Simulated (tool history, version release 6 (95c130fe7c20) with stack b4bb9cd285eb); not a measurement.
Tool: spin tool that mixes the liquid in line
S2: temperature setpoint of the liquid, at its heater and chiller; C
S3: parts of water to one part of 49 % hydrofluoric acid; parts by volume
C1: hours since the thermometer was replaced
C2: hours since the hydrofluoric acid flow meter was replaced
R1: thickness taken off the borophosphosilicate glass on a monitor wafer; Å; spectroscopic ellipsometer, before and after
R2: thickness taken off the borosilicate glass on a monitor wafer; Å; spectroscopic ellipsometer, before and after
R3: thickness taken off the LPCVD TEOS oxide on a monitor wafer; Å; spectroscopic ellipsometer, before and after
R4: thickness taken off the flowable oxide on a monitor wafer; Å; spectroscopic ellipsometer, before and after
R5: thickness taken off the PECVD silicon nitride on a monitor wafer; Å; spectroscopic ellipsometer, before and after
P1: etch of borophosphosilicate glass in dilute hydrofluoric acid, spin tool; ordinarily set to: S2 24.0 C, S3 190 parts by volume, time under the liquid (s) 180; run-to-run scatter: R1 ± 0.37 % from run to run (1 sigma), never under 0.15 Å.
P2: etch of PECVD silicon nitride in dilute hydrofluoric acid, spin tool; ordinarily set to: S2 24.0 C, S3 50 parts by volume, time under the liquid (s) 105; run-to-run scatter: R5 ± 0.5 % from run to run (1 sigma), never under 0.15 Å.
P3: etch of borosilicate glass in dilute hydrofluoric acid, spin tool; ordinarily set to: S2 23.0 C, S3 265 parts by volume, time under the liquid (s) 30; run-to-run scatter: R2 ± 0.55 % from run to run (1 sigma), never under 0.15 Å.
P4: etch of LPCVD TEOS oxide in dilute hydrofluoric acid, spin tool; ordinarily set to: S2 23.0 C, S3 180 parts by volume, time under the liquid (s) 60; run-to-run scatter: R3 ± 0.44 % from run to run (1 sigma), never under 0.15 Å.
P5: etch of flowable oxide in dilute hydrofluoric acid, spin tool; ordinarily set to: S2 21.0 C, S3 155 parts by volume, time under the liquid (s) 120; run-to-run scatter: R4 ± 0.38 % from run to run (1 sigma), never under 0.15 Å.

{"run": 1, "hour": 17.2, "process that ran": "P1", "S2": 24.0, "S3": 190, "time under the liquid (s)": 180, "C1": 900.3, "C2": 739.1, "R1": 265.66}
{"run": 2, "hour": 28.8, "process that ran": "P3", "S2": 23.0, "S3": 60, "time under the liquid (s)": 30, "C1": 911.9, "C2": 750.7, "R2": 246.68}
{"run": 3, "hour": 37.4, "process that ran": "P4", "S2": 23.0, "S3": 270, "time under the liquid (s)": 60, "C1": 920.5, "C2": 759.3, "R3": 32.833}
{"run": 4, "hour": 52.2, "process that ran": "P4", "S2": 23.0, "S3": 180, "time under the liquid (s)": 60, "C1": 935.3, "C2": 774.1, "R3": 54.228}
{"run": 5, "hour": 63.5, "process that ran": "P3", "S2": 23.0, "S3": 265, "time under the liquid (s)": 30, "C1": 946.6, "C2": 785.4, "R2": 44.152}
{"run": 6, "hour": 77.9, "process that ran": "P1", "S2": 24.0, "S3": 190, "time under the liquid (s)": 180, "C1": 961.0, "C2": 799.8, "R1": 268.27}
{"run": 7, "hour": 90.3, "process that ran": "P1", "S2": 24.0, "S3": 190, "time under the liquid (s)": 180, "C1": 973.4, "C2": 812.2, "R1": 267.17}
{"run": 8, "hour": 108.9, "process that ran": "P5", "S2": 21.0, "S3": 155, "time under the liquid (s)": 210, "C1": 992.0, "C2": 830.8, "R4": 472.44}
{"run": 9, "hour": 117.9, "process that ran": "P1", "S2": 24.0, "S3": 190, "time under the liquid (s)": 180, "C1": 1001.0, "C2": 839.8, "R1": 266.45}
{"run": 10, "hour": 130.3, "process that ran": "P1", "S2": 18.0, "S3": 190, "time under the liquid (s)": 180, "C1": 1013.4, "C2": 852.2, "R1": 211.64}
{"run": 11, "hour": 143.4, "process that ran": "P1", "S2": 24.0, "S3": 190, "time under the liquid (s)": 180, "C1": 1026.5, "C2": 865.3, "R1": 266.5}
{"run": 12, "hour": 156.6, "process that ran": "P1", "S2": 17.0, "S3": 190, "time under the liquid (s)": 290, "C1": 1039.7, "C2": 878.5, "R1": 329.17}
{"run": 13, "hour": 172.4, "process that ran": "P2", "S2": 24.0, "S3": 70, "time under the liquid (s)": 105, "C1": 1055.5, "C2": 894.3, "R5": 37.404}
{"run": 14, "hour": 190.9, "process that ran": "P2", "S2": 31.5, "S3": 50, "time under the liquid (s)": 105, "C1": 1074.0, "C2": 912.8, "R5": 84.507}
{"run": 15, "hour": 207.5, "process that ran": "P2", "S2": 24.0, "S3": 50, "time under the liquid (s)": 105, "C1": 1090.6, "C2": 929.4, "R5": 51.386}
{"run": 16, "hour": 221.4, "process that ran": "P3", "S2": 23.0, "S3": 265, "time under the liquid (s)": 60, "C1": 1104.5, "C2": 943.3, "R2": 89.225}
{"run": 17, "hour": 231.0, "process that ran": "P4", "S2": 23.0, "S3": 180, "time under the liquid (s)": 60, "C1": 1114.1, "C2": 952.9, "R3": 54.107}
{"hour": 243.6, "done": "hydrofluoric acid flow meter replaced"}
{"run": 18, "hour": 249.3, "process that ran": "P5", "S2": 21.0, "S3": 280, "time under the liquid (s)": 120, "C1": 1132.4, "C2": 5.8, "R4": 132.0}
{"run": 19, "hour": 262.8, "process that ran": "P4", "S2": 23.0, "S3": 180, "time under the liquid (s)": 15, "C1": 1145.9, "C2": 19.3, "R3": 13.351}
{"run": 20, "hour": 274.6, "process that ran": "P1", "S2": 24.0, "S3": 45, "time under the liquid (s)": 180, "C1": 1157.7, "C2": 31.1, "R1": 1341.8}
{"run": 21, "hour": 288.8, "process that ran": "P1", "S2": 24.0, "S3": 190, "time under the liquid (s)": 180, "C1": 1171.9, "C2": 45.3, "R1": 268.56}
{"run": 22, "hour": 303.9, "process that ran": "P3", "S2": 28.5, "S3": 265, "time under the liquid (s)": 30, "C1": 1187.0, "C2": 60.4, "R2": 53.748}
{"run": 23, "hour": 319.2, "process that ran": "P1", "S2": 21.0, "S3": 125, "time under the liquid (s)": 180, "C1": 1202.3, "C2": 75.7, "R1": 390.84}
{"run": 24, "hour": 329.9, "process that ran": "P5", "S2": 21.0, "S3": 155, "time under the liquid (s)": 120, "C1": 1213.0, "C2": 86.4, "R4": 267.23}
{"run": 25, "hour": 346.2, "process that ran": "P5", "S2": 25.0, "S3": 155, "time under the liquid (s)": 120, "C1": 1229.3, "C2": 102.7, "R4": 312.06}
{"run": 26, "hour": 362.4, "process that ran": "P1", "S2": 24.0, "S3": 320, "time under the liquid (s)": 180, "C1": 1245.5, "C2": 118.9, "R1": 138.94}
{"run": 27, "hour": 378.1, "process that ran": "P2", "S2": 24.0, "S3": 50, "time under the liquid (s)": 45, "C1": 1261.2, "C2": 134.6, "R5": 22.225}
{"run": 28, "hour": 396.8, "process that ran": "P1", "S2": 24.0, "S3": 190, "time under the liquid (s)": 270, "C1": 1279.9, "C2": 153.3, "R1": 399.34}
{"run": 29, "hour": 406.5, "process that ran": "P1", "S2": 27.5, "S3": 190, "time under the liquid (s)": 180, "C1": 1289.6, "C2": 163.0, "R1": 300.63}
{"run": 30, "hour": 419.5, "process that ran": "P1", "S2": 24.0, "S3": 190, "time under the liquid (s)": 180, "C1": 1302.6, "C2": 176.0, "R1": 267.82}
{"run": 31, "hour": 433.3, "process that ran": "P5", "S2": 21.0, "S3": 155, "time under the liquid (s)": 120, "C1": 1316.4, "C2": 189.8, "R4": 268.93}
{"run": 32, "hour": 450.8, "process that ran": "P1", "S2": 24.0, "S3": 190, "time under the liquid (s)": 25, "C1": 1333.9, "C2": 207.3, "R1": 36.857}
{"run": 33, "hour": 459.9, "process that ran": "P4", "S2": 26.5, "S3": 180, "time under the liquid (s)": 60, "C1": 1343.0, "C2": 216.4, "R3": 61.593}
{"run": 34, "hour": 474.6, "process that ran": "P1", "S2": 24.0, "S3": 190, "time under the liquid (s)": 180, "C1": 1357.7, "C2": 231.1, "R1": 267.94}
{"run": 35, "hour": 491.1, "process that ran": "P1", "S2": 24.0, "S3": 190, "time under the liquid (s)": 180, "C1": 1374.2, "C2": 247.6, "R1": 258.74}
{"run": 36, "hour": 502.2, "process that ran": "P1", "S2": 24.0, "S3": 190, "time under the liquid (s)": 180, "C1": 1385.3, "C2": 258.7, "R1": 254.31}
{"run": 37, "hour": 521.1, "process that ran": "P1", "S2": 24.0, "S3": 190, "time under the liquid (s)": 180, "C1": 1404.2, "C2": 277.6, "R1": 251.08}
{"run": 38, "hour": 533.7, "process that ran": "P1", "S2": 24.0, "S3": 190, "time under the liquid (s)": 180, "C1": 1416.8, "C2": 290.2, "R1": 251.37}
{"run": 39, "hour": 551.0, "process that ran": "P1", "S2": 24.0, "S3": 190, "time under the liquid (s)": 180, "C1": 1434.1, "C2": 307.5, "R1": 251.43}
{"run": 40, "hour": 567.1, "process that ran": "P1", "S2": 24.0, "S3": 190, "time under the liquid (s)": 180, "C1": 1450.2, "C2": 323.6, "R1": 249.46}

Compared with where it was, what P1 gives has crept away. Each cause listed below fits the log as well as the rest, at the size given for it:
A: liquid colder than its thermometer reads (K) = 1.78
B: hydrofluoric acid flow below the setpoint (%) = 5.34
The onset of the drift is placed at about hour 474.6.

Consider the 4 single-wafer check runs listed below, results given as question marks: which one distinguishes between the causes by giving clearly different results for each?
{"run": "check 1", "hour": 583.2, "process that ran": "P3", "S2": 23.0, "S3": 265, "time under the liquid (s)": 30, "R2": "?"}
{"run": "check 2", "hour": 583.2, "process that ran": "P5", "S2": 21.0, "S3": 155, "time under the liquid (s)": 120, "R4": "?"}
{"run": "check 3", "hour": 583.2, "process that ran": "P2", "S2": 24.0, "S3": 50, "time under the liquid (s)": 105, "R5": "?"}
{"run": "check 4", "hour": 583.2, "process that ran": "P4", "S2": 23.0, "S3": 180, "time under the liquid (s)": 60, "R3": "?"}

If the cause were each of the candidates in turn, the checks would give the following:
check=check_1 result=R2 if_A=41.713 if_B=41.510
check=check_2 result=R4 if_A=249.60 if_B=251.22
check=check_3 result=R5 if_A=45.919 if_B=49.106
check=check_4 result=R3 if_A=50.672 if_B=50.789
Minimum pairwise separation of causes per check, each pair taken at its best-separating result: check 1 0.49 %; check 2 0.65 %; check 3 6.71 %; check 4 0.23 %
The causes can be told apart only by check 3. The other checks would give nearly the same results under each of them.

Running check 3 produced the following: R5 49.331 Å. Which one of the listed causes fits?

The cause is B: hydrofluoric acid flow below the setpoint (%).

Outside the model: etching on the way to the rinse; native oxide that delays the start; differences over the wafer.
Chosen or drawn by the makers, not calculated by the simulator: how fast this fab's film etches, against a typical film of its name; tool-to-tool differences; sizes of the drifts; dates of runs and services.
